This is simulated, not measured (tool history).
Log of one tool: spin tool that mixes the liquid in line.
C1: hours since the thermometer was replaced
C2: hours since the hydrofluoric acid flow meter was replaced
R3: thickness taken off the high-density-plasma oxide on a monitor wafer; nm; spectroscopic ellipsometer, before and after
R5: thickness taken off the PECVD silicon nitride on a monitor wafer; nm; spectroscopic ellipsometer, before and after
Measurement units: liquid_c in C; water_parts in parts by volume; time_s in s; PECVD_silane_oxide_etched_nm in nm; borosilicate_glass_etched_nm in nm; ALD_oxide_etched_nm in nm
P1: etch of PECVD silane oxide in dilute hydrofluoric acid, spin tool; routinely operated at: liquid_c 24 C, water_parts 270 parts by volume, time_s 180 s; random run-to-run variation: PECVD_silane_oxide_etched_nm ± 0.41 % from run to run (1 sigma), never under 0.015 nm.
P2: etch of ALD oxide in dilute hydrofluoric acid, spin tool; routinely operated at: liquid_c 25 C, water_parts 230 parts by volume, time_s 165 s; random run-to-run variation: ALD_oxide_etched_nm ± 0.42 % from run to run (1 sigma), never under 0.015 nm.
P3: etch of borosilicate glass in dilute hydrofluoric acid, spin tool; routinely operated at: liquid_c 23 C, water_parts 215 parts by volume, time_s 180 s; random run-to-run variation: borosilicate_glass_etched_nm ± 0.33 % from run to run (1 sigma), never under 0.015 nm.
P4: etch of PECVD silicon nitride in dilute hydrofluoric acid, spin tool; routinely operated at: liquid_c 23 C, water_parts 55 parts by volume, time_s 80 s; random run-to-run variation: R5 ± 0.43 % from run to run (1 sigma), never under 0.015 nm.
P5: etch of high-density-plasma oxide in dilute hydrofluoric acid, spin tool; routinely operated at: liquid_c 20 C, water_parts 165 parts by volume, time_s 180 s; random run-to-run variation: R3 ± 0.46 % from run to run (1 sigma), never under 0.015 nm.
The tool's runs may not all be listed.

Run 1, hour 9.7: process P1, liquid_c 24 C, water_parts 270 parts by volume, time_s 180 s; C1 397.6; C2 387.4. Result: PECVD_silane_oxide_etched_nm 9.3994 nm.
Run 2, hour 18.5: process P3, liquid_c 23 C, water_parts 215 parts by volume, time_s 180 s; C1 406.4; C2 396.2. Result: borosilicate_glass_etched_nm 13.695 nm.
Run 3, hour 28: process P5, liquid_c 17 C, water_parts 165 parts by volume, time_s 180 s; C1 415.9; C2 405.7. Result: R3 3.7833 nm.
Run 4, hour 33: process P1, liquid_c 24 C, water_parts 270 parts by volume, time_s 180 s; C1 420.9; C2 410.7. Result: PECVD_silane_oxide_etched_nm 9.3835 nm.
Run 5, hour 41.6: process P1, liquid_c 24 C, water_parts 270 parts by volume, time_s 180 s; C1 429.5; C2 419.3. Result: PECVD_silane_oxide_etched_nm 9.3688 nm.
Run 6, hour 49.5: process P2, liquid_c 25 C, water_parts 230 parts by volume, time_s 45 s; C1 437.4; C2 427.2. Result: ALD_oxide_etched_nm 5.682 nm.
Run 7, hour 55.9: process P3, liquid_c 23 C, water_parts 215 parts by volume, time_s 15 s; C1 443.8; C2 433.6. Result: borosilicate_glass_etched_nm 1.1432 nm.
Run 8, hour 65.6: process P1, liquid_c 17 C, water_parts 390 parts by volume, time_s 180 s; C1 453.5; C2 443.3. Result: PECVD_silane_oxide_etched_nm 4.5204 nm.
Run 9, hour 71.4: process P5, liquid_c 20 C, water_parts 165 parts by volume, time_s 180 s; C1 459.3; C2 449.1. Result: R3 4.3037 nm.
Run 10, hour 80.7: process P4, liquid_c 17 C, water_parts 55 parts by volume, time_s 80 s; C1 468.6; C2 458.4. Result: R5 3.3707 nm.
Run 11, hour 85.5: process P1, liquid_c 24 C, water_parts 270 parts by volume, time_s 180 s; C1 473.4; C2 463.2. Result: PECVD_silane_oxide_etched_nm 9.345 nm.
Run 12, hour 90.7: process P1, liquid_c 24 C, water_parts 270 parts by volume, time_s 15 s; C1 478.6; C2 468.4. Result: PECVD_silane_oxide_etched_nm 0.79436 nm.
Run 13, hour 100.4: process P4, liquid_c 23 C, water_parts 20 parts by volume, time_s 80 s; C1 488.3; C2 478.1. Result: R5 13.695 nm.
Run 14, hour 106.5: process P3, liquid_c 23 C, water_parts 215 parts by volume, time_s 180 s; C1 494.4; C2 484.2. Result: borosilicate_glass_etched_nm 13.688 nm.
Run 15, hour 114: process P1, liquid_c 18.5 C, water_parts 270 parts by volume, time_s 180 s; C1 501.9; C2 491.7. Result: PECVD_silane_oxide_etched_nm 7.688 nm.
Run 16, hour 124.3: process P3, liquid_c 27.5 C, water_parts 215 parts by volume, time_s 180 s; C1 512.2; C2 502. Result: borosilicate_glass_etched_nm 16.099 nm.
Run 17, hour 130.6: process P5, liquid_c 20 C, water_parts 45 parts by volume, time_s 180 s; C1 518.5; C2 508.3. Result: R3 18.162 nm.
Run 18, hour 136: process P2, liquid_c 25 C, water_parts 230 parts by volume, time_s 165 s; C1 523.9; C2 513.7. Result: ALD_oxide_etched_nm 20.665 nm.
Run 19, hour 146.6: process P1, liquid_c 28.5 C, water_parts 270 parts by volume, time_s 300 s; C1 534.5; C2 524.3. Result: PECVD_silane_oxide_etched_nm 18.279 nm.
At hour 146.9: thermometer replaced.
Run 20, hour 151.8: process P3, liquid_c 23 C, water_parts 360 parts by volume, time_s 180 s; C1 5; C2 529.5. Result: borosilicate_glass_etched_nm 7.1331 nm.
Run 21, hour 160.7: process P2, liquid_c 21 C, water_parts 230 parts by volume, time_s 165 s; C1 13.9; C2 538.4. Result: ALD_oxide_etched_nm 18.163 nm.
Run 22, hour 170.3: process P1, liquid_c 24 C, water_parts 465 parts by volume, time_s 180 s; C1 23.5; C2 548. Result: PECVD_silane_oxide_etched_nm 4.5954 nm.
Run 23, hour 175.1: process P1, liquid_c 24 C, water_parts 270 parts by volume, time_s 295 s; C1 28.3; C2 552.8. Result: PECVD_silane_oxide_etched_nm 15.369 nm.
Run 24, hour 185.3: process P1, liquid_c 30.5 C, water_parts 270 parts by volume, time_s 180 s; C1 38.5; C2 563. Result: PECVD_silane_oxide_etched_nm 11.693 nm.
Run 25, hour 190.2: process P2, liquid_c 25 C, water_parts 380 parts by volume, time_s 165 s; C1 43.4; C2 567.9. Result: ALD_oxide_etched_nm 10.916 nm.
Run 26, hour 195: process P1, liquid_c 24 C, water_parts 270 parts by volume, time_s 180 s; C1 48.2; C2 572.7. Result: PECVD_silane_oxide_etched_nm 9.3832 nm.
Run 27, hour 201.8: process P1, liquid_c 24 C, water_parts 150 parts by volume, time_s 180 s; C1 55; C2 579.5. Result: PECVD_silane_oxide_etched_nm 19 nm.
Run 28, hour 209.7: process P4, liquid_c 23 C, water_parts 55 parts by volume, time_s 145 s; C1 62.9; C2 587.4. Result: R5 9.3045 nm.
Run 29, hour 217.1: process P4, liquid_c 23 C, water_parts 55 parts by volume, time_s 80 s; C1 70.3; C2 594.8. Result: R5 5.1178 nm.
Run 30, hour 222.6: process P1, liquid_c 24 C, water_parts 95 parts by volume, time_s 80 s; C1 75.8; C2 600.3. Result: PECVD_silane_oxide_etched_nm 14.344 nm.
Run 31, hour 229.3: process P2, liquid_c 25 C, water_parts 230 parts by volume, time_s 165 s; C1 82.5; C2 607. Result: ALD_oxide_etched_nm 20.937 nm.
Run 32, hour 238.6: process P1, liquid_c 24 C, water_parts 270 parts by volume, time_s 180 s; C1 91.8; C2 616.3. Result: PECVD_silane_oxide_etched_nm 9.3538 nm.
Run 33, hour 248.6: process P5, liquid_c 20 C, water_parts 165 parts by volume, time_s 330 s; C1 101.8; C2 626.3. Result: R3 7.9569 nm.
Run 34, hour 258.9: process P1, liquid_c 24 C, water_parts 270 parts by volume, time_s 180 s; C1 112.1; C2 636.6. Result: PECVD_silane_oxide_etched_nm 9.4136 nm.
Run 35, hour 266.6: process P1, liquid_c 24 C, water_parts 270 parts by volume, time_s 180 s; C1 119.8; C2 644.3. Result: PECVD_silane_oxide_etched_nm 9.6686 nm.
Run 36, hour 273.8: process P1, liquid_c 24 C, water_parts 270 parts by volume, time_s 180 s; C1 127; C2 651.5. Result: PECVD_silane_oxide_etched_nm 9.752 nm.
Run 37, hour 279.3: process P1, liquid_c 24 C, water_parts 270 parts by volume, time_s 180 s; C1 132.5; C2 657. Result: PECVD_silane_oxide_etched_nm 9.8466 nm.
Run 38, hour 285.4: process P1, liquid_c 24 C, water_parts 270 parts by volume, time_s 180 s; C1 138.6; C2 663.1. Result: PECVD_silane_oxide_etched_nm 9.966 nm.
Run 39, hour 291.9: process P1, liquid_c 24 C, water_parts 270 parts by volume, time_s 180 s; C1 145.1; C2 669.6. Result: PECVD_silane_oxide_etched_nm 9.9456 nm.
Run 40, hour 300.2: process P1, liquid_c 24 C, water_parts 270 parts by volume, time_s 180 s; C1 153.4; C2 677.9. Result: PECVD_silane_oxide_etched_nm 9.9901 nm.
Run 41, hour 309.8: process P1, liquid_c 24 C, water_parts 270 parts by volume, time_s 180 s; C1 163; C2 687.5. Result: PECVD_silane_oxide_etched_nm 9.9986 nm.

What P1 gives has crept off from where it sat before. The 2 causes that follow fit the log equally well, each at the size noted:
A: hydrofluoric acid flow above the setpoint (%) = 5.55
B: liquid hotter than its thermometer reads (K) = 1.96
The onset of the drift is placed at about hour 258.9.

Below are 4 check runs, each on a single wafer, with their results shown as question marks. Which of them would tell the listed causes apart, meaning the causes would give clearly different results under it?
Run check 1, hour 319.4: process P2, liquid_c 25 C, water_parts 230 parts by volume, time_s 165 s. Result: ALD_oxide_etched_nm ?.
Run check 2, hour 319.4: process P4, liquid_c 23 C, water_parts 55 parts by volume, time_s 80 s. Result: R5 ?.
Run check 3, hour 319.4: process P5, liquid_c 20 C, water_parts 165 parts by volume, time_s 180 s. Result: R3 ?.
Run check 4, hour 319.4: process P3, liquid_c 23 C, water_parts 215 parts by volume, time_s 180 s. Result: borosilicate_glass_etched_nm ?.

Check results expected under each cause:
  check                        result    if A    if B
check 1           ALD_oxide_etched_nm   22.34  22.396
check 2                            R5  5.4029  5.8475
check 3                            R3  4.6031  4.6659
check 4  borosilicate_glass_etched_nm  14.615  14.702
How far apart the two closest causes lie, in the result that separates them most: check 1 0.25 %; check 2 7.91 %; check 3 1.36 %; check 4 0.59 %
Check 2 tells the causes apart: in the others they would give nearly the same result.

Here is what check 2 returned: R5 5.8197 nm. Which cause is it?

Of the candidate causes, it is B: liquid hotter than its thermometer reads (K).

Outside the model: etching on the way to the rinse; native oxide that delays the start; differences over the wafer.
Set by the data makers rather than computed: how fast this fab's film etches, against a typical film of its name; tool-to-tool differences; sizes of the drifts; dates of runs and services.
